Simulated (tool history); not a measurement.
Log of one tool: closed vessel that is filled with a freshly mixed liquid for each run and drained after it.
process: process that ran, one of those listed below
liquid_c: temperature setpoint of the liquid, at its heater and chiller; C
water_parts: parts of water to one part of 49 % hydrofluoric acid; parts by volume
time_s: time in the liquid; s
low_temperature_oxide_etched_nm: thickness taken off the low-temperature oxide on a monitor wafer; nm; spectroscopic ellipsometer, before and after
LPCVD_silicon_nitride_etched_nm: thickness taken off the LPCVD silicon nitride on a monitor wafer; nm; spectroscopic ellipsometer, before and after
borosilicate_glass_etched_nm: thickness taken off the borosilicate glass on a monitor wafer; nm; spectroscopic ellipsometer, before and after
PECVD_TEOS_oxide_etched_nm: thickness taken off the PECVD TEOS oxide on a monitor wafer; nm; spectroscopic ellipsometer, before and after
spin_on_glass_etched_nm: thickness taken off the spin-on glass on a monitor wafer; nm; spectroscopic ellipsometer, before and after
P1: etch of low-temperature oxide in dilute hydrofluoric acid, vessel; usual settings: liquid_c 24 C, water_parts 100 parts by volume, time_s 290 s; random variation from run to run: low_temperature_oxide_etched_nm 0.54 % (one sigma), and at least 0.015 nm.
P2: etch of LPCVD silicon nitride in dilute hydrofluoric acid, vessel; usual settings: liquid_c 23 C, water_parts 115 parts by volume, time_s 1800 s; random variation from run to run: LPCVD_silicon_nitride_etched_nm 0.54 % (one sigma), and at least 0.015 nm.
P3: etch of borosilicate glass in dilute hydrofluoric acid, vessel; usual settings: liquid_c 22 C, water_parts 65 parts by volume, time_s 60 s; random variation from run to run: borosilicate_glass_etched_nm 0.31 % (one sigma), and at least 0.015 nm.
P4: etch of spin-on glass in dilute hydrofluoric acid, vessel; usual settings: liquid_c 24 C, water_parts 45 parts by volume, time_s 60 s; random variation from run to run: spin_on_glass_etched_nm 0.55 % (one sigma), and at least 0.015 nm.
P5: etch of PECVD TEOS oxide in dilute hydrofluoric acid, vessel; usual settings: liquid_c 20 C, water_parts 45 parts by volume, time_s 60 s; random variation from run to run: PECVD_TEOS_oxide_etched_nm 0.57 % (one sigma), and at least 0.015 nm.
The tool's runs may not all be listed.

run,hour,process,liquid_c,water_parts,time_s,low_temperature_oxide_etched_nm,LPCVD_silicon_nitride_etched_nm,borosilicate_glass_etched_nm,PECVD_TEOS_oxide_etched_nm,spin_on_glass_etched_nm
1,12.7,P1,24,100,290,50.284,,,,
2,22.8,P2,17.5,115,1800,,4.6033,,,
3,36.4,P1,24,100,520,90.656,,,,
4,51.5,P1,28,100,480,96.931,,,,
5,69.7,P3,22,65,90,,,45.897,,
6,80.6,P1,24,100,290,50.654,,,,
7,89,P5,20,45,60,,,,10.141,
8,101.7,P3,22,65,60,,,30.536,,
9,111.2,P2,23,115,2850,,10.504,,,
10,123.1,P4,24,45,60,,,,,57.52
11,139.7,P2,23,115,1800,,6.5581,,,
12,155.4,P4,24,45,60,,,,,57.397
13,164.7,P1,24,60,535,162.99,,,,
14,174.7,P1,24,30,290,183.06,,,,
15,193.2,P2,23,180,1800,,4.2859,,,
16,210,P1,24,165,290,28.36,,,,
# hour 212.1: thermometer replaced
17,222.9,P1,30,100,290,64.033,,,,
18,235.9,P5,20,45,30,,,,5.0551,
19,247.4,P1,24,100,290,50.559,,,,
# hour 255: hydrofluoric acid flow meter replaced
20,259.7,P1,17,100,290,37.533,,,,
21,273.3,P4,24,75,60,,,,,33.087
22,281.9,P3,28,65,60,,,38.794,,
23,299.9,P3,22,105,60,,,18.033,,
24,311.1,P4,24,45,95,,,,,90.633
25,326.1,P1,24,100,60,10.352,,,,
26,342.5,P1,24,100,290,50.156,,,,
27,356.6,P4,30.5,45,60,,,,,74.104
28,365,P5,26.5,45,60,,,,13.287,
29,378,P1,24,100,290,50.122,,,,
30,392.8,P5,20,20,60,,,,23.36,
31,407.4,P1,24,100,290,50.282,,,,
32,420.3,P1,24,100,290,49.505,,,,
33,432.6,P1,24,100,290,48.206,,,,
34,442.1,P1,24,100,290,48.207,,,,
35,457.7,P1,24,100,290,47.781,,,,
36,466.5,P1,24,100,290,48.222,,,,
37,476.2,P1,24,100,290,47.759,,,,
38,485.6,P1,24,100,290,48.007,,,,
39,494,P1,24,100,290,47.624,,,,

What P1 gives has crept away from where it was. These 2 causes fit the log equally well, each at the size given:
A: liquid colder than its thermometer reads (K) = 1.39
B: hydrofluoric acid flow below the setpoint (%) = 4.79
The creep began at about hour 407.4.

4 check runs are offered, one wafer each, their results left as question marks. Which one tells the causes apart?
check 1,502.4,P4,24,45,60,,,,,?
check 2,502.4,P3,22,65,60,,,?,,
check 3,502.4,P5,20,45,60,,,,?,
check 4,502.4,P2,23,115,1800,,?,,,

What each check would give under each cause:
check,result,if A,if B
check 1,spin_on_glass_etched_nm,53.981,54.292
check 2,borosilicate_glass_etched_nm,28.856,28.991
check 3,PECVD_TEOS_oxide_etched_nm,9.5301,9.6051
check 4,LPCVD_silicon_nitride_etched_nm,6.021,6.2913
How far apart the two closest causes lie, in the result that separates them most: check 1 0.57 %; check 2 0.47 %; check 3 0.78 %; check 4 4.39 %
Only check 4 tells the causes apart: in the others they would give nearly the same result.

Check 4 was then run and gave: LPCVD_silicon_nitride_etched_nm 6.2391 nm. Which cause is it?

It is B: hydrofluoric acid flow below the setpoint (%).

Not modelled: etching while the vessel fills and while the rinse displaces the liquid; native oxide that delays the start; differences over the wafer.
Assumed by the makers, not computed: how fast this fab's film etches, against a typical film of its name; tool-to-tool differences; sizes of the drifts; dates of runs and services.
